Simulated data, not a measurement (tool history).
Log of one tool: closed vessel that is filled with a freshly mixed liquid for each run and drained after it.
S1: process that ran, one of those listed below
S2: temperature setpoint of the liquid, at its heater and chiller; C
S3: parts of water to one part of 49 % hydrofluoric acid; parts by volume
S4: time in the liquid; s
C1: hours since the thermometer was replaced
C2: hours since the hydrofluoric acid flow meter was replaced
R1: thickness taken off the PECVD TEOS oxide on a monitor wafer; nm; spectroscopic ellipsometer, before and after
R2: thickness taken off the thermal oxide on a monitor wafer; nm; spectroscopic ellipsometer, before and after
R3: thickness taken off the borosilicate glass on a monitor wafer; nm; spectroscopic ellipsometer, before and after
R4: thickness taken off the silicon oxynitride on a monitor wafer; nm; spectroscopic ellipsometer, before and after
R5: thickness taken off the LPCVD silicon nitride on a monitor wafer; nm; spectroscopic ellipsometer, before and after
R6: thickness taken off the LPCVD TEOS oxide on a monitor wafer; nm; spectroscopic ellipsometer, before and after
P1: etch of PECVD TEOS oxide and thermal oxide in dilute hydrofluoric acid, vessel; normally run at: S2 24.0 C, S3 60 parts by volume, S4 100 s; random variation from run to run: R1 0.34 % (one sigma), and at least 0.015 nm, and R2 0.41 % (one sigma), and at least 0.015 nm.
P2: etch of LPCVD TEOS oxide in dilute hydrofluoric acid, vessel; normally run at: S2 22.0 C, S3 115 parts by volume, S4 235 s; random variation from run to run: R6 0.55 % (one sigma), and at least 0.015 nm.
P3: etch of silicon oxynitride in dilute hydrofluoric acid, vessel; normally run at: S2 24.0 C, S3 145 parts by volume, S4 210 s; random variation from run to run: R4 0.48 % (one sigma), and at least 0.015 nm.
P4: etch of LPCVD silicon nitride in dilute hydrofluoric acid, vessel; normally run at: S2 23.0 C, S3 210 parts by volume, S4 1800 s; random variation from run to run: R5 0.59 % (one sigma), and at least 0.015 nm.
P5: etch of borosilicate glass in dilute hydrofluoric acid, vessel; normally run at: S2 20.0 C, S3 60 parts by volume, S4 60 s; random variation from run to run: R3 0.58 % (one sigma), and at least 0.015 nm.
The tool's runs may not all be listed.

run,hour,S1,S2,S3,S4,C1,C2,R1,R2,R3,R4,R5,R6
1,10.2,P1,24.0,60,100,749.8,469.3,24.0700,8.5625,,,,
2,19.7,P1,24.0,35,170,759.3,478.8,72.3980,25.8520,,,,
3,25.3,P5,20.0,60,60,764.9,484.4,,,22.921,,,
4,37.4,P3,24.0,145,210,777.0,496.5,,,,4.6414,,
5,48.7,P4,23.0,100,1800,788.3,507.8,,,,,8.13090,
6,59.3,P1,17.5,60,100,798.9,518.4,18.2760,6.5405,,,,
7,71.8,P5,20.0,60,60,811.4,530.9,,,22.689,,,
8,79.2,P5,25.5,60,60,818.8,538.3,,,28.532,,,
9,84.7,P1,24.0,60,100,824.3,543.8,24.3150,8.5463,,,,
10,94.0,P1,19.0,35,100,833.6,553.1,34.3830,12.3620,,,,
11,101.8,P1,32.0,60,100,841.4,560.9,33.2070,11.7680,,,,
12,107.5,P2,22.0,175,235,847.1,566.6,,,,,,24.692
13,118.3,P1,24.0,80,100,857.9,577.4,17.6800,6.2990,,,,
14,125.7,P5,20.0,60,105,865.3,584.8,,,39.499,,,
15,137.5,P2,22.0,115,355,877.1,596.6,,,,,,61.363
16,148.2,P2,22.0,115,235,887.8,607.3,,,,,,40.534
17,159.7,P2,17.0,115,235,899.3,618.8,,,,,,32.944
18,167.7,P1,24.0,20,100,907.3,626.8,76.1630,27.3780,,,,
19,179.3,P1,24.0,60,100,918.9,638.4,24.1390,8.6239,,,,
20,185.3,P1,24.0,60,175,924.9,644.4,42.1770,15.0540,,,,
21,197.9,P4,23.0,210,265,937.5,657.0,,,,,0.59404,
22,205.7,P3,24.0,225,210,945.3,664.8,,,,2.8162,,
23,213.8,P1,24.0,60,100,953.4,672.9,24.0570,8.6569,,,,
24,223.5,P3,24.0,145,400,963.1,682.6,,,,8.7562,,
25,236.0,P5,20.0,20,60,975.6,695.1,,,70.679,,,
26,244.9,P2,22.0,115,235,984.5,704.0,,,,,,40.464
27,252.9,P4,28.0,210,1800,992.5,712.0,,,,,5.34040,
28,262.9,P4,23.0,210,1800,1002.5,722.0,,,,,3.90010,
29,269.9,P1,24.0,60,100,1009.5,729.0,24.0620,8.5137,,,,
30,276.0,P1,28.5,60,160,1015.6,735.1,46.0490,16.4960,,,,
31,288.4,P1,24.0,60,35,1028.0,747.5,8.4025,2.9922,,,,
32,297.6,P3,30.0,145,210,1037.2,756.7,,,,6.0827,,
33,308.8,P1,24.0,60,100,1048.4,767.9,24.1530,8.6267,,,,
34,317.4,P1,24.0,60,100,1057.0,776.5,23.3250,8.3157,,,,
35,325.4,P1,24.0,60,100,1065.0,784.5,22.8940,8.1005,,,,
36,333.2,P1,24.0,60,100,1072.8,792.3,22.5180,8.0853,,,,
37,345.0,P1,24.0,60,100,1084.6,804.1,22.2230,7.9633,,,,
38,356.0,P1,24.0,60,100,1095.6,815.1,22.1030,7.9272,,,,
39,367.4,P1,24.0,60,100,1107.0,826.5,22.0040,7.8958,,,,
40,377.6,P1,24.0,60,100,1117.2,836.7,21.8960,7.8417,,,,
41,387.2,P1,24.0,60,100,1126.8,846.3,22.0030,7.7849,,,,

What P1 gives has crept away from where it was. These 2 causes fit the log equally well, each at the size given:
A: hydrofluoric acid flow below the setpoint (%) = 8.03
B: liquid colder than its thermometer reads (K) = 2.2
The creep began at about hour 308.8.

4 check runs are offered, one wafer each, their results left as question marks. Which one tells the causes apart?
check 1,396.8,P4,23.0,210,1800,,,,,,,?,
check 2,396.8,P3,24.0,145,210,,,,,,?,,
check 3,396.8,P2,22.0,115,235,,,,,,,,?
check 4,396.8,P5,20.0,60,60,,,,,?,,,

What each check would give under each cause:
check,result,if A,if B
check 1,R5,3.60010,3.39430
check 2,R4,4.2158,4.1799
check 3,R6,36.796,37.031
check 4,R3,20.721,20.644
How far apart the two closest causes lie, in the result that separates them most: check 1 5.89 %; check 2 0.86 %; check 3 0.64 %; check 4 0.37 %
Check 1 tells the causes apart: in the others they would give nearly the same result.

Then check 1 was run and gave: R5 3.39340 nm. Which cause is it?

It is B: liquid colder than its thermometer reads (K).
